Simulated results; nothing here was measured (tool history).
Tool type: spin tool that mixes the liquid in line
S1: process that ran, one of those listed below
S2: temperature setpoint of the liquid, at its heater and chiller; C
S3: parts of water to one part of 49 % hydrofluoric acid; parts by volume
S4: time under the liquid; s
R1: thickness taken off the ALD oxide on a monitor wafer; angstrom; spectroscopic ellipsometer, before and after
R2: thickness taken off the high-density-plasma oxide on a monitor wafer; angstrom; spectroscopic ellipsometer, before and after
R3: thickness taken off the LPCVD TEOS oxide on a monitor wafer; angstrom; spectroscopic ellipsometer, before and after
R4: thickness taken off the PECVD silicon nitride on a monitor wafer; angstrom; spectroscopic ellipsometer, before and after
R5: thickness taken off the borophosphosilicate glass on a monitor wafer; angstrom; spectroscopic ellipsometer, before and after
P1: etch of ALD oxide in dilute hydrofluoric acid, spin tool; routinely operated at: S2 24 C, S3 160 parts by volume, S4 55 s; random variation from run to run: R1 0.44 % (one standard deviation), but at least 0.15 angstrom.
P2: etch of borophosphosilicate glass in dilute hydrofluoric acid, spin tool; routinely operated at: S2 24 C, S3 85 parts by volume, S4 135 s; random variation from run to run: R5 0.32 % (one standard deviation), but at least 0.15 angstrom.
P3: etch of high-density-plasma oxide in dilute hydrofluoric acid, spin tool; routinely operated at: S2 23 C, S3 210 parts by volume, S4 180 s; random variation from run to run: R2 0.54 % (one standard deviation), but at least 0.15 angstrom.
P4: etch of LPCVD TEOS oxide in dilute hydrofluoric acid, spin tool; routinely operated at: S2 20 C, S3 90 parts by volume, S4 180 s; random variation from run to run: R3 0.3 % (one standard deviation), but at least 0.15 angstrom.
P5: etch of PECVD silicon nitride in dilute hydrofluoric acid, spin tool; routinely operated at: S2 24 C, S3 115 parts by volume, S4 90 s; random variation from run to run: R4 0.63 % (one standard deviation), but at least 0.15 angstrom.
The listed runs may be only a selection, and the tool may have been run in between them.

run   hour  S1    S2   S3   S4      R1      R2      R3      R4      R5
  1    4.6  P1    24  160   55   50.55
  2   11.5  P1    24  160   55  50.117
  3   19.4  P1    24  160   55  50.039
  4   27.5  P1    24  160   55  50.334
  5   33.8  P3    23  210  265          73.649
  6   43.2  P3    23  210  180          50.114
      45.9  -- hydrofluoric acid flow meter replaced
  7   48.5  P4    20   90  180                  307.25
  8   55.2  P5  30.5  115   90                          66.288
  9   62.8  P1    24  230   55  32.648
 10   69.3  P1    31  160   55  65.118
 11   74.2  P3    23  210  180          49.802
 12   82.5  P1    24  160   55  50.219
 13     92  P1    24  160   15  13.659
 14     98  P1    24  160  105   95.84
 15  104.3  P4    20   90   15                   25.52
 16    112  P1  19.5  160   55  42.378
 17  117.8  P2    24   85   15                                  63.664
 18  123.6  P4  27.5   90  180                  414.16
 19  131.3  P2    32   85  135                                  779.38
 20  137.7  P3    23  345  180          27.088
 21  147.1  P5    24  115   90                          43.389
 22  151.4  P4    20   90  180                  306.06
 23  159.2  P1    24  160   55  50.199
 24  164.4  P5    24  115  150                          72.895
 25  169.1  P3    17  210  180          39.456
 26  178.1  P5    24  210   90                          24.256
 27  184.2  P2    24   85  135                                   570.9
 28  192.8  P4    20   20  180                  1494.5
 29  197.9  P1    20  160   80  61.964
 30  204.4  P1    24   55   55   165.1
 31  211.4  P2    24  135  135                                  338.02
 32  216.7  P1    24  160   55  50.186
 33  225.5  P1    24  160   55  48.426
 34  230.5  P1    24  160   55  47.977
 35  239.6  P1    24  160   55  46.923
 36  246.5  P1    24  160   55  46.847
 37  252.2  P1    24  160   55  46.544
 38  260.8  P1    24  160   55  46.555
 39  269.4  P1    24  160   55  46.248
 40    277  P1    24  160   55  46.138

Something has made what P1 gives creep away from where it was; the 2 causes below, each at its own stated size, fit the log equally well:
A: liquid colder than its thermometer reads (K) = 2.21
B: hydrofluoric acid flow below the setpoint (%) = 6.9
At approximately hour 216.7, the process output began to creep.

Which of the 4 check runs listed below separates the causes, so that each cause would produce a clearly different result? Each run uses one wafer, and its results are marked with question marks.
check 1  284.6  P3  23  285  180       ?
check 2  284.6  P5  24  200   90               ?
check 3  284.6  P4  26   90   15           ?
check 4  284.6  P2  31   85   15                   ?

What every check run would give for each of its results, assuming each possible cause in turn:
  check  result    if A    if B
check 1      R2  31.683  31.298
check 2      R4  21.983  23.587
check 3      R3  29.765  29.984
check 4      R5  76.628  76.877
Minimum pairwise separation of causes per check, each pair taken at its best-separating result: check 1 1.22 %; check 2 7.04 %; check 3 0.73 %; check 4 0.32 %
Check 2 distinguishes between the causes, while the remaining checks would return nearly the same result for all of them.

Here is what check 2 returned: R4 23.894 angstrom. Which cause is it?

It is B: hydrofluoric acid flow below the setpoint (%).
